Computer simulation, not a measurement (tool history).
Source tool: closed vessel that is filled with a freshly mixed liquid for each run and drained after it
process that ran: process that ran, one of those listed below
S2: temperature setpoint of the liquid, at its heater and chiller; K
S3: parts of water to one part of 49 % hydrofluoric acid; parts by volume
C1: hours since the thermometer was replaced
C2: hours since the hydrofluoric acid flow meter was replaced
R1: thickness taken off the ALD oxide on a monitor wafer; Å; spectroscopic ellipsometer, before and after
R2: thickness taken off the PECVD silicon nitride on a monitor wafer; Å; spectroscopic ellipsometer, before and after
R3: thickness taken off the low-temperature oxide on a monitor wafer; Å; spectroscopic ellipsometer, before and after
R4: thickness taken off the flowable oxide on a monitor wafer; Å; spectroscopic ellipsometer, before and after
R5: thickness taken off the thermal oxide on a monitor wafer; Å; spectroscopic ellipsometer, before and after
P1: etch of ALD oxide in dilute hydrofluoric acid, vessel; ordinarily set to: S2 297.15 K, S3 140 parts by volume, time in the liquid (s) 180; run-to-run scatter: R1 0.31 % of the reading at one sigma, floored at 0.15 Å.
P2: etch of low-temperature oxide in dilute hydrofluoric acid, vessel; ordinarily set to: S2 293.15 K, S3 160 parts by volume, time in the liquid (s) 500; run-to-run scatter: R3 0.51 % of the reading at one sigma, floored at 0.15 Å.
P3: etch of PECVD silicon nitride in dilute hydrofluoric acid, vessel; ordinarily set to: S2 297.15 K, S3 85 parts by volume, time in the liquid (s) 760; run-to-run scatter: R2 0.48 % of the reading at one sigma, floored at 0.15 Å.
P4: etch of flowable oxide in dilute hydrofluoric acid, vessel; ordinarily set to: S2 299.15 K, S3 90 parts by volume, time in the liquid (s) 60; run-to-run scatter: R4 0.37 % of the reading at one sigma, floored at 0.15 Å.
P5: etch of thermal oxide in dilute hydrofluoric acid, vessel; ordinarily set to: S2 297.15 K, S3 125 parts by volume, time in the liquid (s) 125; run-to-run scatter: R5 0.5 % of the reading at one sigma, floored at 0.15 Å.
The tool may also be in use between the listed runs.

run 1 day=0.2 | process_that_ran=P1 S2=297.15 S3=140 time_in_the_liquid_(s)=180 | C1=880.6 C2=1564.4 | R1=254.44
run 2 day=0.354 | process_that_ran=P3 S2=297.15 S3=85 time_in_the_liquid_(s)=760 | C1=884.3 C2=1568.1 | R2=182.51
run 3 day=0.588 | process_that_ran=P2 S2=293.15 S3=160 time_in_the_liquid_(s)=500 | C1=889.9 C2=1573.7 | R3=287.3
run 4 day=0.804 | process_that_ran=P2 S2=293.15 S3=160 time_in_the_liquid_(s)=55 | C1=895.1 C2=1578.9 | R3=31.334
run 5 day=0.992 | process_that_ran=P4 S2=299.15 S3=90 time_in_the_liquid_(s)=100 | C1=899.6 C2=1583.4 | R4=668.57
run 6 day=1.15 | process_that_ran=P1 S2=297.15 S3=140 time_in_the_liquid_(s)=270 | C1=903.4 C2=1587.2 | R1=380.65
run 7 day=1.292 | process_that_ran=P5 S2=297.15 S3=220 time_in_the_liquid_(s)=125 | C1=906.8 C2=1590.6 | R5=23.365
run 8 day=1.5 | process_that_ran=P4 S2=299.15 S3=135 time_in_the_liquid_(s)=60 | C1=911.8 C2=1595.6 | R4=250.34
run 9 day=1.633 | process_that_ran=P3 S2=297.15 S3=85 time_in_the_liquid_(s)=325 | C1=915 C2=1598.8 | R2=77.92
run 10 day=1.833 | process_that_ran=P1 S2=297.15 S3=140 time_in_the_liquid_(s)=180 | C1=919.8 C2=1603.6 | R1=252.95
run 11 day=1.954 | process_that_ran=P5 S2=304.15 S3=125 time_in_the_liquid_(s)=125 | C1=922.7 C2=1606.5 | R5=59.808
run 12 day=2.171 | process_that_ran=P3 S2=297.15 S3=135 time_in_the_liquid_(s)=760 | C1=927.9 C2=1611.7 | R2=114.9
run 13 day=2.342 | process_that_ran=P1 S2=297.15 S3=70 time_in_the_liquid_(s)=180 | C1=932 C2=1615.8 | R1=551.52
run 14 day=2.533 | process_that_ran=P1 S2=297.15 S3=140 time_in_the_liquid_(s)=180 | C1=936.6 C2=1620.4 | R1=254.53
run 15 day=2.8 | process_that_ran=P3 S2=290.65 S3=85 time_in_the_liquid_(s)=760 | C1=943 C2=1626.8 | R2=116.05
run 16 day=2.975 | process_that_ran=P1 S2=293.15 S3=140 time_in_the_liquid_(s)=180 | C1=947.2 C2=1631 | R1=217.62
-- day=3.108 thermometer replaced
run 17 day=3.146 | process_that_ran=P1 S2=297.15 S3=140 time_in_the_liquid_(s)=180 | C1=0.9 C2=1635.1 | R1=253.23
run 18 day=3.388 | process_that_ran=P4 S2=307.15 S3=90 time_in_the_liquid_(s)=60 | C1=6.7 C2=1640.9 | R4=540.18
run 19 day=3.538 | process_that_ran=P1 S2=301.65 S3=140 time_in_the_liquid_(s)=180 | C1=10.3 C2=1644.5 | R1=301.47
run 20 day=3.779 | process_that_ran=P5 S2=297.15 S3=125 time_in_the_liquid_(s)=200 | C1=16.1 C2=1650.3 | R5=74.213
run 21 day=3.971 | process_that_ran=P1 S2=297.15 S3=80 time_in_the_liquid_(s)=295 | C1=20.7 C2=1654.9 | R1=782.4
run 22 day=4.171 | process_that_ran=P1 S2=297.15 S3=140 time_in_the_liquid_(s)=180 | C1=25.5 C2=1659.7 | R1=252.57
run 23 day=4.421 | process_that_ran=P4 S2=299.15 S3=90 time_in_the_liquid_(s)=60 | C1=31.5 C2=1665.7 | R4=396.59
run 24 day=4.638 | process_that_ran=P5 S2=297.15 S3=125 time_in_the_liquid_(s)=125 | C1=36.7 C2=1670.9 | R5=46.368
run 25 day=4.762 | process_that_ran=P1 S2=297.15 S3=215 time_in_the_liquid_(s)=180 | C1=39.7 C2=1673.9 | R1=152.12
run 26 day=5 | process_that_ran=P2 S2=293.15 S3=280 time_in_the_liquid_(s)=500 | C1=45.4 C2=1679.6 | R3=146.5
run 27 day=5.208 | process_that_ran=P2 S2=290.15 S3=160 time_in_the_liquid_(s)=500 | C1=50.4 C2=1684.6 | R3=251.52
run 28 day=5.421 | process_that_ran=P1 S2=290.65 S3=140 time_in_the_liquid_(s)=60 | C1=55.5 C2=1689.7 | R1=65.294
run 29 day=5.604 | process_that_ran=P1 S2=297.15 S3=140 time_in_the_liquid_(s)=70 | C1=59.9 C2=1694.1 | R1=98.415
run 30 day=5.825 | process_that_ran=P2 S2=293.15 S3=160 time_in_the_liquid_(s)=500 | C1=65.2 C2=1699.4 | R3=284.44
run 31 day=5.975 | process_that_ran=P1 S2=297.15 S3=140 time_in_the_liquid_(s)=180 | C1=68.8 C2=1703 | R1=252.35
run 32 day=6.25 | process_that_ran=P1 S2=297.15 S3=140 time_in_the_liquid_(s)=180 | C1=75.4 C2=1709.6 | R1=261.71
run 33 day=6.379 | process_that_ran=P1 S2=297.15 S3=140 time_in_the_liquid_(s)=180 | C1=78.5 C2=1712.7 | R1=266.21
run 34 day=6.562 | process_that_ran=P1 S2=297.15 S3=140 time_in_the_liquid_(s)=180 | C1=82.9 C2=1717.1 | R1=268.83
run 35 day=6.704 | process_that_ran=P1 S2=297.15 S3=140 time_in_the_liquid_(s)=180 | C1=86.3 C2=1720.5 | R1=271.84
run 36 day=6.867 | process_that_ran=P1 S2=297.15 S3=140 time_in_the_liquid_(s)=180 | C1=90.2 C2=1724.4 | R1=273
run 37 day=7.112 | process_that_ran=P1 S2=297.15 S3=140 time_in_the_liquid_(s)=180 | C1=96.1 C2=1730.3 | R1=271.78
run 38 day=7.392 | process_that_ran=P1 S2=297.15 S3=140 time_in_the_liquid_(s)=180 | C1=102.8 C2=1737 | R1=274.56
run 39 day=7.658 | process_that_ran=P1 S2=297.15 S3=140 time_in_the_liquid_(s)=180 | C1=109.2 C2=1743.4 | R1=277.15
run 40 day=7.917 | process_that_ran=P1 S2=297.15 S3=140 time_in_the_liquid_(s)=180 | C1=115.4 C2=1749.6 | R1=277.02
run 41 day=8.138 | process_that_ran=P1 S2=297.15 S3=140 time_in_the_liquid_(s)=180 | C1=120.7 C2=1754.9 | R1=277.25

What P1 gives has crept away from where it was. These 2 causes fit the log equally well, each at the size given:
A: liquid hotter than its thermometer reads (K) = 2.19
B: hydrofluoric acid flow above the setpoint (%) = 7.45
At approximately day 5.975, the process output began to creep.

Consider the 4 single-wafer check runs listed below, results given as question marks: which one distinguishes between the causes by giving clearly different results for each?
run check 1 day=8.358 | process_that_ran=P3 S2=291.65 S3=85 time_in_the_liquid_(s)=760 | R2=?
run check 2 day=8.358 | process_that_ran=P2 S2=293.15 S3=280 time_in_the_liquid_(s)=500 | R3=?
run check 3 day=8.358 | process_that_ran=P5 S2=303.65 S3=125 time_in_the_liquid_(s)=195 | R5=?
run check 4 day=8.358 | process_that_ran=P4 S2=304.15 S3=90 time_in_the_liquid_(s)=85 | R4=?

Check results expected under each cause:
check=check_1 result=R2 if_A=146.11 if_B=134.8
check=check_2 result=R3 if_A=157.64 if_B=159.2
check=check_3 result=R5 if_A=99.415 if_B=99.89
check=check_4 result=R4 if_A=739.91 if_B=739.77
Distance between the nearest two causes, measured in the result of the check that separates them most: check 1 8.06 %; check 2 0.99 %; check 3 0.48 %; check 4 0.02 %
Check 1 tells the causes apart: in the others they would give nearly the same result.

The results of check 1 are: R2 146.89 Å. Based on these, which of the listed causes is it?

Of the candidate causes, it is A: liquid hotter than its thermometer reads (K).

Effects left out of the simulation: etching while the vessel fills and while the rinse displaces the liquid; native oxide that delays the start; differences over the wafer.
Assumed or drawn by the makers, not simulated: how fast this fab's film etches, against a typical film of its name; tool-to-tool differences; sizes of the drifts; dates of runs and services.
